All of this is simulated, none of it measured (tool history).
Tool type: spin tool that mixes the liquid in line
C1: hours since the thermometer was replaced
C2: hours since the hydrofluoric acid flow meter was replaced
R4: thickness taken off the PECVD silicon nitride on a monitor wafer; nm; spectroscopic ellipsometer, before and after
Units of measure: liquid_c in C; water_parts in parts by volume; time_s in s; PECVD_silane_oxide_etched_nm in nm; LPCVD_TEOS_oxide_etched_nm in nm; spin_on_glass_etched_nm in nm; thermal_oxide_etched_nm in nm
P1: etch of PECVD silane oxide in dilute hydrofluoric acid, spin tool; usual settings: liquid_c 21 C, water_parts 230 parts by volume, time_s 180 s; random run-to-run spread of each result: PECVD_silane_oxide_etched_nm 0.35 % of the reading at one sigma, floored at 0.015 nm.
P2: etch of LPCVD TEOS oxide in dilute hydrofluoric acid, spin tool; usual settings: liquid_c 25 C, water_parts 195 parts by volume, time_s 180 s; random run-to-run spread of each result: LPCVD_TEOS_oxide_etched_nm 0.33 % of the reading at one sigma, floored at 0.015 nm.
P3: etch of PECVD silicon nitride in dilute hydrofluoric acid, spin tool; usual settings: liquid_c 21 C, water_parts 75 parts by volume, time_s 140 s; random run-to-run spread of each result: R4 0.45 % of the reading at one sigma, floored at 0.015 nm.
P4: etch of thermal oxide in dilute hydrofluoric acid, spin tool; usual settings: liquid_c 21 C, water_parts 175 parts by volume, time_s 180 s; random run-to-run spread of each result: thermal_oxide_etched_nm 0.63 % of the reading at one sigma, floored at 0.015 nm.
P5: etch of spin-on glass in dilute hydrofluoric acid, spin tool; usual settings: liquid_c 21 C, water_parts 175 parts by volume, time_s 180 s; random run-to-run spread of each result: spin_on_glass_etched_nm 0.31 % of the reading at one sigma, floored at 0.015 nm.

{"run": 1, "day": 0.567, "process": "P1", "liquid_c": 21, "water_parts": 230, "time_s": 180, "C1": 1225.3, "C2": 742.5, "PECVD_silane_oxide_etched_nm": 9.2406}
{"run": 2, "day": 1.0, "process": "P2", "liquid_c": 25, "water_parts": 195, "time_s": 180, "C1": 1235.7, "C2": 752.9, "LPCVD_TEOS_oxide_etched_nm": 20.282}
{"run": 3, "day": 1.488, "process": "P5", "liquid_c": 17, "water_parts": 175, "time_s": 180, "C1": 1247.4, "C2": 764.6, "spin_on_glass_etched_nm": 20.846}
{"run": 4, "day": 1.888, "process": "P3", "liquid_c": 28.5, "water_parts": 75, "time_s": 140, "C1": 1257, "C2": 774.2, "R4": 8.6316}
{"run": 5, "day": 2.567, "process": "P1", "liquid_c": 27.5, "water_parts": 230, "time_s": 180, "C1": 1273.3, "C2": 790.5, "PECVD_silane_oxide_etched_nm": 11.607}
{"day": 2.662, "done": "hydrofluoric acid flow meter replaced"}
{"run": 6, "day": 3.058, "process": "P5", "liquid_c": 21, "water_parts": 175, "time_s": 75, "C1": 1285.1, "C2": 9.5, "spin_on_glass_etched_nm": 10.214}
{"run": 7, "day": 3.675, "process": "P2", "liquid_c": 25, "water_parts": 195, "time_s": 290, "C1": 1299.9, "C2": 24.3, "LPCVD_TEOS_oxide_etched_nm": 32.79}
{"run": 8, "day": 4.354, "process": "P1", "liquid_c": 21, "water_parts": 230, "time_s": 315, "C1": 1316.2, "C2": 40.6, "PECVD_silane_oxide_etched_nm": 16.074}
{"run": 9, "day": 4.675, "process": "P2", "liquid_c": 25, "water_parts": 50, "time_s": 180, "C1": 1323.9, "C2": 48.3, "LPCVD_TEOS_oxide_etched_nm": 94.35}
{"run": 10, "day": 5.046, "process": "P1", "liquid_c": 21, "water_parts": 230, "time_s": 180, "C1": 1332.8, "C2": 57.2, "PECVD_silane_oxide_etched_nm": 9.175}
{"run": 11, "day": 5.396, "process": "P1", "liquid_c": 21, "water_parts": 230, "time_s": 180, "C1": 1341.2, "C2": 65.6, "PECVD_silane_oxide_etched_nm": 9.1687}
{"run": 12, "day": 5.975, "process": "P3", "liquid_c": 21, "water_parts": 20, "time_s": 140, "C1": 1355.1, "C2": 79.5, "R4": 18.736}
{"run": 13, "day": 6.646, "process": "P1", "liquid_c": 21, "water_parts": 90, "time_s": 180, "C1": 1371.2, "C2": 95.6, "PECVD_silane_oxide_etched_nm": 27.226}
{"run": 14, "day": 7.304, "process": "P3", "liquid_c": 21, "water_parts": 75, "time_s": 140, "C1": 1387, "C2": 111.4, "R4": 5.2502}
{"run": 15, "day": 7.792, "process": "P3", "liquid_c": 21, "water_parts": 75, "time_s": 140, "C1": 1398.7, "C2": 123.1, "R4": 5.1921}
{"run": 16, "day": 8.208, "process": "P1", "liquid_c": 17, "water_parts": 230, "time_s": 180, "C1": 1408.7, "C2": 133.1, "PECVD_silane_oxide_etched_nm": 7.8851}
{"run": 17, "day": 8.579, "process": "P3", "liquid_c": 21, "water_parts": 75, "time_s": 15, "C1": 1417.6, "C2": 142, "R4": 0.5504}
{"run": 18, "day": 9.046, "process": "P1", "liquid_c": 21, "water_parts": 230, "time_s": 180, "C1": 1428.8, "C2": 153.2, "PECVD_silane_oxide_etched_nm": 9.1955}
{"run": 19, "day": 9.508, "process": "P2", "liquid_c": 30.5, "water_parts": 195, "time_s": 180, "C1": 1439.9, "C2": 164.3, "LPCVD_TEOS_oxide_etched_nm": 24.732}
{"run": 20, "day": 10.117, "process": "P5", "liquid_c": 21, "water_parts": 175, "time_s": 180, "C1": 1454.5, "C2": 178.9, "spin_on_glass_etched_nm": 24.633}
{"run": 21, "day": 10.646, "process": "P4", "liquid_c": 26.5, "water_parts": 175, "time_s": 180, "C1": 1467.2, "C2": 191.6, "thermal_oxide_etched_nm": 4.8307}
{"run": 22, "day": 11.017, "process": "P1", "liquid_c": 21, "water_parts": 230, "time_s": 65, "C1": 1476.1, "C2": 200.5, "PECVD_silane_oxide_etched_nm": 3.3109}
{"run": 23, "day": 11.55, "process": "P4", "liquid_c": 21, "water_parts": 175, "time_s": 350, "C1": 1488.9, "C2": 213.3, "thermal_oxide_etched_nm": 7.5694}
{"run": 24, "day": 12.117, "process": "P1", "liquid_c": 21, "water_parts": 230, "time_s": 180, "C1": 1502.5, "C2": 226.9, "PECVD_silane_oxide_etched_nm": 9.2524}
{"run": 25, "day": 12.429, "process": "P4", "liquid_c": 21, "water_parts": 285, "time_s": 180, "C1": 1510, "C2": 234.4, "thermal_oxide_etched_nm": 2.1695}
{"run": 26, "day": 12.779, "process": "P2", "liquid_c": 25, "water_parts": 195, "time_s": 180, "C1": 1518.4, "C2": 242.8, "LPCVD_TEOS_oxide_etched_nm": 20.311}
{"run": 27, "day": 13.408, "process": "P1", "liquid_c": 21, "water_parts": 230, "time_s": 180, "C1": 1533.5, "C2": 257.9, "PECVD_silane_oxide_etched_nm": 9.2091}
{"run": 28, "day": 13.742, "process": "P1", "liquid_c": 21, "water_parts": 320, "time_s": 180, "C1": 1541.5, "C2": 265.9, "PECVD_silane_oxide_etched_nm": 6.0711}
{"run": 29, "day": 14.062, "process": "P1", "liquid_c": 17, "water_parts": 140, "time_s": 180, "C1": 1549.2, "C2": 273.6, "PECVD_silane_oxide_etched_nm": 14.071}
{"run": 30, "day": 14.721, "process": "P1", "liquid_c": 21, "water_parts": 230, "time_s": 180, "C1": 1565, "C2": 289.4, "PECVD_silane_oxide_etched_nm": 9.162}
{"run": 31, "day": 15.188, "process": "P4", "liquid_c": 21, "water_parts": 175, "time_s": 180, "C1": 1576.2, "C2": 300.6, "thermal_oxide_etched_nm": 3.9171}
{"run": 32, "day": 15.771, "process": "P5", "liquid_c": 21, "water_parts": 325, "time_s": 180, "C1": 1590.2, "C2": 314.6, "spin_on_glass_etched_nm": 11.363}
{"run": 33, "day": 16.358, "process": "P1", "liquid_c": 21, "water_parts": 230, "time_s": 180, "C1": 1604.3, "C2": 328.7, "PECVD_silane_oxide_etched_nm": 9.2071}
{"run": 34, "day": 16.754, "process": "P1", "liquid_c": 21, "water_parts": 230, "time_s": 180, "C1": 1613.8, "C2": 338.2, "PECVD_silane_oxide_etched_nm": 8.9598}
{"run": 35, "day": 17.283, "process": "P1", "liquid_c": 21, "water_parts": 230, "time_s": 180, "C1": 1626.5, "C2": 350.9, "PECVD_silane_oxide_etched_nm": 8.8625}
{"run": 36, "day": 17.792, "process": "P1", "liquid_c": 21, "water_parts": 230, "time_s": 180, "C1": 1638.7, "C2": 363.1, "PECVD_silane_oxide_etched_nm": 8.7283}
{"run": 37, "day": 18.262, "process": "P1", "liquid_c": 21, "water_parts": 230, "time_s": 180, "C1": 1650, "C2": 374.4, "PECVD_silane_oxide_etched_nm": 8.612}
{"run": 38, "day": 18.633, "process": "P1", "liquid_c": 21, "water_parts": 230, "time_s": 180, "C1": 1658.9, "C2": 383.3, "PECVD_silane_oxide_etched_nm": 8.5711}
{"run": 39, "day": 19.329, "process": "P1", "liquid_c": 21, "water_parts": 230, "time_s": 180, "C1": 1675.6, "C2": 400, "PECVD_silane_oxide_etched_nm": 8.5178}
{"run": 40, "day": 20.021, "process": "P1", "liquid_c": 21, "water_parts": 230, "time_s": 180, "C1": 1692.2, "C2": 416.6, "PECVD_silane_oxide_etched_nm": 8.4932}
{"run": 41, "day": 20.354, "process": "P1", "liquid_c": 21, "water_parts": 230, "time_s": 180, "C1": 1700.2, "C2": 424.6, "PECVD_silane_oxide_etched_nm": 8.5117}
{"run": 42, "day": 21.062, "process": "P1", "liquid_c": 21, "water_parts": 230, "time_s": 180, "C1": 1717.2, "C2": 441.6, "PECVD_silane_oxide_etched_nm": 8.4434}
{"run": 43, "day": 21.496, "process": "P1", "liquid_c": 21, "water_parts": 230, "time_s": 180, "C1": 1727.6, "C2": 452, "PECVD_silane_oxide_etched_nm": 8.4515}
{"run": 44, "day": 22.146, "process": "P1", "liquid_c": 21, "water_parts": 230, "time_s": 180, "C1": 1743.2, "C2": 467.6, "PECVD_silane_oxide_etched_nm": 8.3911}

What P1 gives has crept away from where it was. These 2 causes fit the log equally well, each at the size given:
A: liquid colder than its thermometer reads (K) = 2.22
B: hydrofluoric acid flow below the setpoint (%) = 6.62
The creep began at about day 16.358.

Question marks stand in for the results of the 4 check runs listed below, each run on one wafer. Under which run would the listed causes show clearly different results?
{"run": "check 1", "day": 22.796, "process": "P3", "liquid_c": 21, "water_parts": 75, "time_s": 140, "R4": "?"}
{"run": "check 2", "day": 22.796, "process": "P2", "liquid_c": 25, "water_parts": 195, "time_s": 180, "LPCVD_TEOS_oxide_etched_nm": "?"}
{"run": "check 3", "day": 22.796, "process": "P5", "liquid_c": 21, "water_parts": 175, "time_s": 180, "spin_on_glass_etched_nm": "?"}
{"run": "check 4", "day": 22.796, "process": "P4", "liquid_c": 21, "water_parts": 175, "time_s": 180, "thermal_oxide_etched_nm": "?"}

What every check run would give for each of its results, assuming each possible cause in turn:
check=check_1 result=R4 if_A=4.4927 if_B=4.895
check=check_2 result=LPCVD_TEOS_oxide_etched_nm if_A=18.73 if_B=18.707
check=check_3 result=spin_on_glass_etched_nm if_A=22.455 if_B=22.587
check=check_4 result=thermal_oxide_etched_nm if_A=3.5983 if_B=3.6195
Per-check spread between the two closest causes, in the result where they differ most: check 1 8.58 %; check 2 0.12 %; check 3 0.59 %; check 4 0.59 %
Only check 1 tells the causes apart: in the others they would give nearly the same result.

Check 1 has now been run. It gave: R4 4.8682 nm. Which of the candidate causes is it?

The cause is B: hydrofluoric acid flow below the setpoint (%).
